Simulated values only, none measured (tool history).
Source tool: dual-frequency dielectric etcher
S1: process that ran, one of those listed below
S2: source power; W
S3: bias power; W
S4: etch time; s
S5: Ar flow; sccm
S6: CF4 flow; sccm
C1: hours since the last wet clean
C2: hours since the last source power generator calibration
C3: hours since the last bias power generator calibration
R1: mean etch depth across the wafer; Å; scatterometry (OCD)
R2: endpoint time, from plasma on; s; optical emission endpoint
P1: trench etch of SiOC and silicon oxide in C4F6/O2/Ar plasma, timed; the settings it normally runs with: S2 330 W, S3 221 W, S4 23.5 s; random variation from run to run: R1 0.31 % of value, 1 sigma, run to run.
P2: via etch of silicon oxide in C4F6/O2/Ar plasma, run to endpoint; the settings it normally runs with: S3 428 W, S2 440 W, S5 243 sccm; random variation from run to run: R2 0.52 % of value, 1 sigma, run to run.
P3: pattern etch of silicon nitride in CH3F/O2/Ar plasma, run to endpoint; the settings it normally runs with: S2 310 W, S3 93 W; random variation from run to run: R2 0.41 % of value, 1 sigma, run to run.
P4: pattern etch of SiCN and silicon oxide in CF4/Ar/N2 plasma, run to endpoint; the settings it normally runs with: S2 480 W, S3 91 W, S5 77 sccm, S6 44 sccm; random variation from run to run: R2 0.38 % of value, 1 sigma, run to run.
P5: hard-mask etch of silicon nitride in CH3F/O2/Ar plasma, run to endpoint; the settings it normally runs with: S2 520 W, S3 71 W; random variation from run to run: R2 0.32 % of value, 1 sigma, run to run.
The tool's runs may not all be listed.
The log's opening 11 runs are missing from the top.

run	day	S1	S2	S3	S4	S5	S6	C1	C2	C3	R1	R2
12	1.662	P2	440	428		243		88.6	2881.6	623.3		20.041
13	1.792	P3	190	93				91.7	2884.7	626.4		30.222
14	1.883	P2	440	428		183		93.9	2886.9	628.6		19.545
15	2.067	P1	210	221	23.5			98.3	2891.3	633	390.48	
16	2.233	P3	310	93				102.3	2895.3	637		25.188
17	2.333	P3	310	93				104.7	2897.7	639.4		25.202
18	2.525	P4	480	91		77	61	109.3	2902.3	644		11.889
19	2.621	P5	520	46				111.6	2904.6	646.3		59.62
20	2.792	P1	330	221	29			115.7	2908.7	650.4	575.79	
21	2.888	P1	330	282	23.5			118	2911	652.7	507.53	
22	2.979	P4	480	91		77	44	120.2	2913.2	654.9		12.367
23	3.125	P4	480	91		91	44	123.7	2916.7	658.4		12.795
24	3.308	P1	330	221	23.5			128.1	2921.1	662.8	466.33	
25	3.4	P2	330	428		243		130.3	2923.3	665		22.535
26	3.583	P1	420	221	23.5			134.7	2927.7	669.4	512.66	
27	3.679	P2	440	254		243		137	2930	671.7		24.003
28	3.817	P3	310	55				140.3	2933.3	675		30.24
29	3.95	P1	330	221	13			143.5	2936.5	678.2	257.91	
30	4.138	P1	330	221	23.5			148	2941	682.7	465.88	
31	4.238	P1	330	221	23.5			150.4	2943.4	685.1	466.79	
32	4.383	P1	330	221	23.5			153.9	2946.9	688.6	465.67	
33	4.475	P1	330	221	23.5			156.1	2949.1	690.8	465.55	

The next listed run, before its measurement:
34	4.638	P1	330	221	23.5			160	2953	694.7	?	

R1: 462.76 Å
